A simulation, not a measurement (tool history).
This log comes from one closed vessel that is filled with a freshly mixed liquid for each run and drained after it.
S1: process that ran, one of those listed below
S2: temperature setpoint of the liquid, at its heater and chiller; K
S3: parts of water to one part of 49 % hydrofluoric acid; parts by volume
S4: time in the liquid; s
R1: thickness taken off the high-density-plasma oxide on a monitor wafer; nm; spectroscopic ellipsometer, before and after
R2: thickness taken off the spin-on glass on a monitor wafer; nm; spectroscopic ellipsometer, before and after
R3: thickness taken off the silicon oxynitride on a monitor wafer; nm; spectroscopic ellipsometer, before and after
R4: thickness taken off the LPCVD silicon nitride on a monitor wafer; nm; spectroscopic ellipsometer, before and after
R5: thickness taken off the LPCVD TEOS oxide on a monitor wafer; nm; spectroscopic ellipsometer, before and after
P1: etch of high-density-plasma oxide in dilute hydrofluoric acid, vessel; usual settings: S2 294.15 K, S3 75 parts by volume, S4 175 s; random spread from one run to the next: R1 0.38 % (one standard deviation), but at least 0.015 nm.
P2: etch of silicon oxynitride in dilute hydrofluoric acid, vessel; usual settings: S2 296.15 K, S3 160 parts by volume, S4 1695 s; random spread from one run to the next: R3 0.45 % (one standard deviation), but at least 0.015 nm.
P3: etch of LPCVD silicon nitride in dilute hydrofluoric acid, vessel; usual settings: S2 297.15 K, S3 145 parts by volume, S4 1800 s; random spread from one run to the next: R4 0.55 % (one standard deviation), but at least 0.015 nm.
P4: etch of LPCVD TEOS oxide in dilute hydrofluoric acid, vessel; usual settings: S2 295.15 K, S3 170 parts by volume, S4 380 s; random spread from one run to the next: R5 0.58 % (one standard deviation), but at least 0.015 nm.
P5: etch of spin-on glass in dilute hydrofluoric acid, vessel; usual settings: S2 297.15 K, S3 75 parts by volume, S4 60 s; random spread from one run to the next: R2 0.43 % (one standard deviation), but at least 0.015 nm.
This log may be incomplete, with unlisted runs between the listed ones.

| run | hour | S1 | S2 | S3 | S4 | R1 | R2 | R3 | R4 | R5 |
|---|---|---|---|---|---|---|---|---|---|---|
| 1 | 13.1 | P1 | 294.15 | 75 | 175 | 11.116 |  |  |  |  |
| 2 | 20.7 | P1 | 294.15 | 75 | 175 | 11.143 |  |  |  |  |
| 3 | 29.6 | P1 | 294.15 | 75 | 175 | 11.144 |  |  |  |  |
| 4 | 44.4 | P1 | 300.15 | 75 | 175 | 14.203 |  |  |  |  |
| 5 | 54 | P5 | 297.15 | 75 | 60 |  | 55.395 |  |  |  |
| 6 | 62 | P2 | 296.15 | 55 | 1695 |  |  | 151.26 |  |  |
| 7 | 75.7 | P3 | 297.15 | 145 | 3280 |  |  |  | 9.5975 |  |
| 8 | 88 | P2 | 296.15 | 160 | 1695 |  |  | 47.666 |  |  |
| 9 | 104.2 | P1 | 294.15 | 75 | 175 | 11.125 |  |  |  |  |
| 10 | 119.4 | P1 | 294.15 | 75 | 175 | 11.149 |  |  |  |  |
| 11 | 127 | P5 | 297.15 | 130 | 60 |  | 30.01 |  |  |  |
| 12 | 139.7 | P2 | 296.15 | 160 | 1695 |  |  | 47.572 |  |  |
| 13 | 153.7 | P1 | 290.15 | 75 | 175 | 9.3983 |  |  |  |  |
| 14 | 165.5 | P4 | 295.15 | 170 | 380 |  |  |  |  | 42.366 |
| 15 | 178.8 | P1 | 294.15 | 75 | 30 | 1.8888 |  |  |  |  |
| 16 | 186.7 | P5 | 297.15 | 75 | 60 |  | 55.79 |  |  |  |
| 17 | 200.1 | P2 | 301.15 | 160 | 1695 |  |  | 59.924 |  |  |
| 18 | 211.2 | P1 | 298.65 | 75 | 295 | 22.551 |  |  |  |  |
| 19 | 221.2 | P3 | 297.15 | 145 | 1800 |  |  |  | 5.2197 |  |
| 20 | 230.4 | P4 | 295.15 | 240 | 380 |  |  |  |  | 28.256 |
| 21 | 246.1 | P5 | 297.15 | 75 | 100 |  | 93.019 |  |  |  |
| 22 | 260.4 | P1 | 294.15 | 75 | 265 | 16.842 |  |  |  |  |
| 23 | 270.1 | P3 | 292.15 | 145 | 1800 |  |  |  | 3.8048 |  |
| 24 | 281 | P4 | 290.15 | 170 | 380 |  |  |  |  | 34.511 |
| 25 | 292.4 | P3 | 297.15 | 210 | 1800 |  |  |  | 3.6208 |  |
| 26 | 306.1 | P5 | 292.15 | 75 | 60 |  | 45.51 |  |  |  |
| 27 | 318.9 | P4 | 295.15 | 170 | 725 |  |  |  |  | 80.789 |
| 28 | 330.5 | P1 | 294.15 | 20 | 175 | 44.819 |  |  |  |  |
| 29 | 341.4 | P2 | 296.15 | 160 | 30 |  |  | 0.84645 |  |  |
| 30 | 357 | P1 | 294.15 | 125 | 175 | 6.3029 |  |  |  |  |
| 31 | 366.4 | P1 | 294.15 | 75 | 175 | 11.185 |  |  |  |  |
| 32 | 379.5 | P1 | 294.15 | 75 | 175 | 10.787 |  |  |  |  |
| 33 | 387.7 | P1 | 294.15 | 75 | 175 | 10.626 |  |  |  |  |
| 34 | 404.1 | P1 | 294.15 | 75 | 175 | 10.438 |  |  |  |  |
| 35 | 417.1 | P1 | 294.15 | 75 | 175 | 10.359 |  |  |  |  |
| 36 | 424.7 | P1 | 294.15 | 75 | 175 | 10.38 |  |  |  |  |
| 37 | 432.2 | P1 | 294.15 | 75 | 175 | 10.384 |  |  |  |  |
| 38 | 443.9 | P1 | 294.15 | 75 | 175 | 10.294 |  |  |  |  |
| 39 | 454.6 | P1 | 294.15 | 75 | 175 | 10.303 |  |  |  |  |

Something has made what P1 gives creep away from where it was; the 2 causes below, each at its own stated size, fit the log equally well:
A: liquid colder than its thermometer reads (K) = 1.81
B: hydrofluoric acid flow below the setpoint (%) = 6.65
The drift started at roughly hour 366.4.

The check runs listed below each take one wafer, and their results are still question marks. Under which run would the listed causes lead to clearly different results?
| check 1 | 465.3 | P3 | 297.15 | 145 | 1800 |  |  |  | ? |  |
| check 2 | 465.3 | P2 | 296.15 | 160 | 1695 |  |  | ? |  |  |
| check 3 | 465.3 | P4 | 295.15 | 170 | 380 |  |  |  |  | ? |
| check 4 | 465.3 | P5 | 297.15 | 75 | 60 |  | ? |  |  |  |

Outcome of each check run for each possible cause:
| check | result | if A | if B |
|---|---|---|---|
| check 1 | R4 | 4.6635 | 4.9018 |
| check 2 | R3 | 43.707 | 44 |
| check 3 | R5 | 39.547 | 39.104 |
| check 4 | R2 | 51.631 | 51.53 |
Gap, in per cent, between the two causes that each check separates least, read from the result that separates them most: check 1 4.98 %; check 2 0.67 %; check 3 1.13 %; check 4 0.2 %
Check 1 tells the causes apart: in the others they would give nearly the same result.

Here is what check 1 returned: R4 4.9144 nm. Which cause is it?

It was cause B: hydrofluoric acid flow below the setpoint (%).

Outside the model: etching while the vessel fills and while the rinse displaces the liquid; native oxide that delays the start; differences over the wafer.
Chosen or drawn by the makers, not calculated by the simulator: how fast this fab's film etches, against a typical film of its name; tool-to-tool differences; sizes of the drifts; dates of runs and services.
